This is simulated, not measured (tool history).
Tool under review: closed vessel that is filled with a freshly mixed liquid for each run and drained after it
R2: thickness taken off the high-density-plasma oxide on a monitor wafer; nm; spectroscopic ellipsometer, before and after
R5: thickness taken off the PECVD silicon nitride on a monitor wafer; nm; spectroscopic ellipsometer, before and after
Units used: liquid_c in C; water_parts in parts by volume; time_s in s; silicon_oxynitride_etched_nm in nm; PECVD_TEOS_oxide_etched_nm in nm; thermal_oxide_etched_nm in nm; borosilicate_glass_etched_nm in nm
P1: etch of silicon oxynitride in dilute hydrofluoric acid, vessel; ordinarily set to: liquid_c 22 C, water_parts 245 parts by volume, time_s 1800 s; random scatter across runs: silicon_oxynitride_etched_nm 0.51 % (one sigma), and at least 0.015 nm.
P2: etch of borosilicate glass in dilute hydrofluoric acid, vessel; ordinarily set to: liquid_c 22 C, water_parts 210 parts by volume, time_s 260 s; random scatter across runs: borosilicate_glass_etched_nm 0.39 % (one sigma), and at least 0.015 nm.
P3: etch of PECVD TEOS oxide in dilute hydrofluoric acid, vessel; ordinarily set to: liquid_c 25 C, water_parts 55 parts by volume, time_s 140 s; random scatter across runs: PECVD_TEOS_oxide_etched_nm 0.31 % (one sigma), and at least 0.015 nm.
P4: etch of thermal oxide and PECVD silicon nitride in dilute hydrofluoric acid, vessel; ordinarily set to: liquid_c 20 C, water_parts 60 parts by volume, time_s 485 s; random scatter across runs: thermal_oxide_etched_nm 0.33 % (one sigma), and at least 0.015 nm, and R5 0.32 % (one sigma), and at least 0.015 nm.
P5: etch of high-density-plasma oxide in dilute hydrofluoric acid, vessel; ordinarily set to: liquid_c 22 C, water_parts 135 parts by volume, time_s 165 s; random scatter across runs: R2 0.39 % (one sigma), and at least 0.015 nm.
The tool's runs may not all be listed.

{"run": 1, "day": 0.358, "process": "P1", "liquid_c": 22, "water_parts": 245, "time_s": 1800, "silicon_oxynitride_etched_nm": 28.955}
{"run": 2, "day": 0.867, "process": "P1", "liquid_c": 22, "water_parts": 245, "time_s": 1800, "silicon_oxynitride_etched_nm": 28.781}
{"run": 3, "day": 1.304, "process": "P5", "liquid_c": 22, "water_parts": 135, "time_s": 165, "R2": 5.3767}
{"run": 4, "day": 1.592, "process": "P1", "liquid_c": 22, "water_parts": 60, "time_s": 1800, "silicon_oxynitride_etched_nm": 135.96}
{"run": 5, "day": 2.121, "process": "P3", "liquid_c": 25, "water_parts": 55, "time_s": 60, "PECVD_TEOS_oxide_etched_nm": 10.414}
{"run": 6, "day": 2.429, "process": "P1", "liquid_c": 22, "water_parts": 245, "time_s": 1800, "silicon_oxynitride_etched_nm": 29.04}
{"run": 7, "day": 2.996, "process": "P5", "liquid_c": 22, "water_parts": 135, "time_s": 165, "R2": 5.3596}
{"run": 8, "day": 3.35, "process": "P1", "liquid_c": 28, "water_parts": 245, "time_s": 1800, "silicon_oxynitride_etched_nm": 37.649}
{"run": 9, "day": 3.854, "process": "P5", "liquid_c": 22, "water_parts": 135, "time_s": 325, "R2": 10.607}
{"run": 10, "day": 4.175, "process": "P5", "liquid_c": 17, "water_parts": 135, "time_s": 165, "R2": 4.4001}
{"run": 11, "day": 4.629, "process": "P1", "liquid_c": 22, "water_parts": 245, "time_s": 195, "silicon_oxynitride_etched_nm": 3.1522}
{"run": 12, "day": 5.075, "process": "P1", "liquid_c": 22, "water_parts": 150, "time_s": 380, "silicon_oxynitride_etched_nm": 10.645}
{"run": 13, "day": 5.542, "process": "P4", "liquid_c": 20, "water_parts": 60, "time_s": 955, "thermal_oxide_etched_nm": 64.192, "R5": 55.302}
{"run": 14, "day": 5.871, "process": "P1", "liquid_c": 22, "water_parts": 245, "time_s": 1800, "silicon_oxynitride_etched_nm": 28.655}
{"day": 6.175, "done": "thermometer replaced"}
{"run": 15, "day": 6.288, "process": "P1", "liquid_c": 22, "water_parts": 245, "time_s": 1800, "silicon_oxynitride_etched_nm": 28.783}
{"run": 16, "day": 6.75, "process": "P3", "liquid_c": 25, "water_parts": 20, "time_s": 140, "PECVD_TEOS_oxide_etched_nm": 70.124}
{"run": 17, "day": 7.054, "process": "P2", "liquid_c": 22, "water_parts": 210, "time_s": 260, "borosilicate_glass_etched_nm": 37.491}
{"run": 18, "day": 7.325, "process": "P4", "liquid_c": 17, "water_parts": 60, "time_s": 485, "thermal_oxide_etched_nm": 28.688, "R5": 22.592}
{"run": 19, "day": 7.892, "process": "P3", "liquid_c": 25, "water_parts": 55, "time_s": 140, "PECVD_TEOS_oxide_etched_nm": 24.317}
{"run": 20, "day": 8.188, "process": "P1", "liquid_c": 22, "water_parts": 245, "time_s": 1800, "silicon_oxynitride_etched_nm": 28.828}
{"run": 21, "day": 8.733, "process": "P1", "liquid_c": 17, "water_parts": 245, "time_s": 1800, "silicon_oxynitride_etched_nm": 22.722}
{"run": 22, "day": 9.275, "process": "P1", "liquid_c": 22, "water_parts": 385, "time_s": 1800, "silicon_oxynitride_etched_nm": 16.815}
{"run": 23, "day": 9.633, "process": "P4", "liquid_c": 20, "water_parts": 60, "time_s": 485, "thermal_oxide_etched_nm": 32.396, "R5": 28.09}

Run 24 has not been measured yet. What should we expect?
{"run": 24, "day": 9.988, "process": "P5", "liquid_c": 22, "water_parts": 75, "time_s": 165, "R2": "?"}

Run 24 yielded R2 10.375 nm.
